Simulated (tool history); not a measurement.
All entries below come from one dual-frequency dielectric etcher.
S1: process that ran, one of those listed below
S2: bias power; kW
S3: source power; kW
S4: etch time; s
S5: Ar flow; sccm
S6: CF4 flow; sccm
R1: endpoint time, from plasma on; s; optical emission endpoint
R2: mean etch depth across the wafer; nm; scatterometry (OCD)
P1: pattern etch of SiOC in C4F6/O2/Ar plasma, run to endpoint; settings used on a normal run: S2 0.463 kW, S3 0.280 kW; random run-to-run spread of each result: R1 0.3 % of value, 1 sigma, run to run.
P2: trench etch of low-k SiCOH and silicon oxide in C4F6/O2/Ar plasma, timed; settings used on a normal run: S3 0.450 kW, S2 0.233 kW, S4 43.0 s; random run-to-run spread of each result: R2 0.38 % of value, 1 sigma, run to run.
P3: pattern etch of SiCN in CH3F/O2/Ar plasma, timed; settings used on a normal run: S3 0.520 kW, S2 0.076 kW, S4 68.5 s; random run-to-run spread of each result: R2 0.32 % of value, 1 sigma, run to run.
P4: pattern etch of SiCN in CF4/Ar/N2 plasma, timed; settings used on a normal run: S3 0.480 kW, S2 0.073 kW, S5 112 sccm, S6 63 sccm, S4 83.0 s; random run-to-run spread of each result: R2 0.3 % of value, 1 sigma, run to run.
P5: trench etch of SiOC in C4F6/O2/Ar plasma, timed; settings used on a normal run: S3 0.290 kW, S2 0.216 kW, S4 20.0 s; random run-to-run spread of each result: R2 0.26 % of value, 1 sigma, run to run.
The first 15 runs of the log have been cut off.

run,day,S1,S2,S3,S4,S5,S6,R1,R2
16,7.062,P1,0.463,0.280,,,,13.213,
17,7.579,P3,0.076,0.520,38.5,,,,15.838
18,8.096,P1,0.642,0.170,,,,13.914,
19,8.604,P2,0.233,0.270,43.0,,,,130.400
20,9.108,P4,0.073,0.480,62.0,112,63,,54.473
21,9.433,P5,0.216,0.290,20.0,,,,39.101
22,9.850,P3,0.076,0.320,68.5,,,,23.471
23,10.158,P1,0.463,0.280,,,,13.236,

Run 24 has not been measured yet. What should we expect?
24,10.475,P1,0.463,0.170,,,,?,

{"run 24": {"R1": 15.884}}
